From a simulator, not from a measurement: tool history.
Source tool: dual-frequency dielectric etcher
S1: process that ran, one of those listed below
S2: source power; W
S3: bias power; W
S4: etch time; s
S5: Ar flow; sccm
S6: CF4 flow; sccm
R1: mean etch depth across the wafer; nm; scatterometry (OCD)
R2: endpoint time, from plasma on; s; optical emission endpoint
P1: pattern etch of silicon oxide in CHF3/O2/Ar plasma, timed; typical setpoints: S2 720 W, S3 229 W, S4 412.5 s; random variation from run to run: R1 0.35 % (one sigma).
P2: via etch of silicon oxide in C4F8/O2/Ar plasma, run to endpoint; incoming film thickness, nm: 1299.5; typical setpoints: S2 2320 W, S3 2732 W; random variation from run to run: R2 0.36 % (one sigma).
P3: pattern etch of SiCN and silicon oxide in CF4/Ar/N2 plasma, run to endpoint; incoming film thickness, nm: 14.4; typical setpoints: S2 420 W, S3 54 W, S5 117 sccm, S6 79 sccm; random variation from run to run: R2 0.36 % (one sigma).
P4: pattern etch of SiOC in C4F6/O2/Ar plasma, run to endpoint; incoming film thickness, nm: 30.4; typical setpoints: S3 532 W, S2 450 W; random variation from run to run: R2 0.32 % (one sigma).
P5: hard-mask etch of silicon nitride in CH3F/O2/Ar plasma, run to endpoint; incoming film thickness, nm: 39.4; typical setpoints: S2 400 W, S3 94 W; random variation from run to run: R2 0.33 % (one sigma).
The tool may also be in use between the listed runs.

| run | day | S1 | S2 | S3 | S4 | S5 | S6 | R1 | R2 |
|---|---|---|---|---|---|---|---|---|---|
| 1 | 0.671 | P1 | 720 | 229 | 412.5 |  |  | 944.88 |  |
| 2 | 1.092 | P1 | 720 | 229 | 412.5 |  |  | 939.22 |  |
| 3 | 1.475 | P5 | 400 | 94 |  |  |  |  | 53.049 |
| 4 | 2.15 | P1 | 720 | 300 | 513 |  |  | 1285.6 |  |
| 5 | 2.729 | P1 | 720 | 229 | 578 |  |  | 1310.6 |  |
| 6 | 3.104 | P1 | 720 | 229 | 228 |  |  | 519.35 |  |
| 7 | 3.779 | P1 | 720 | 229 | 412.5 |  |  | 937.95 |  |
| 8 | 4.233 | P2 | 2320 | 2732 |  |  |  |  | 226.37 |
| 9 | 4.967 | P4 | 450 | 415 |  |  |  |  | 10.932 |
| 10 | 5.725 | P1 | 940 | 229 | 412.5 |  |  | 1043.1 |  |
| 11 | 6.229 | P3 | 260 | 54 |  | 117 | 79 |  | 29.988 |
| 12 | 6.571 | P4 | 630 | 532 |  |  |  |  | 8.8437 |
| 13 | 7.146 | P1 | 720 | 294 | 412.5 |  |  | 1026.6 |  |
| 14 | 7.504 | P3 | 420 | 54 |  | 150 | 79 |  | 20.453 |
| 15 | 8.017 | P5 | 400 | 75 |  |  |  |  | 57.405 |
| 16 | 8.579 | P3 | 420 | 74 |  | 117 | 79 |  | 17.675 |
| 17 | 9.021 | P2 | 2320 | 3852 |  |  |  |  | 202.49 |
| 18 | 9.438 | P3 | 420 | 54 |  | 117 | 107 |  | 18.671 |
| 19 | 9.888 | P4 | 450 | 532 |  |  |  |  | 9.9833 |
| 20 | 10.571 | P5 | 400 | 94 |  |  |  |  | 53.144 |
|  | 10.679 | wet clean of the chamber |
| 21 | 10.912 | P1 | 720 | 183 | 412.5 |  |  | 868.85 |  |
| 22 | 11.492 | P3 | 420 | 54 |  | 117 | 79 |  | 19.556 |
| 23 | 11.921 | P2 | 2960 | 2732 |  |  |  |  | 203.87 |
| 24 | 12.633 | P1 | 720 | 304 | 520.5 |  |  | 1310.8 |  |
| 25 | 13.329 | P1 | 720 | 229 | 412.5 |  |  | 938.2 |  |
|  | 13.458 | bias power generator calibrated |
| 26 | 13.908 | P5 | 320 | 94 |  |  |  |  | 57.823 |

Run 27, settings as shown, results not yet in. Your forecast:
| 27 | 14.638 | P4 | 450 | 532 |  |  |  |  | ? |

R2: 9.9408 s

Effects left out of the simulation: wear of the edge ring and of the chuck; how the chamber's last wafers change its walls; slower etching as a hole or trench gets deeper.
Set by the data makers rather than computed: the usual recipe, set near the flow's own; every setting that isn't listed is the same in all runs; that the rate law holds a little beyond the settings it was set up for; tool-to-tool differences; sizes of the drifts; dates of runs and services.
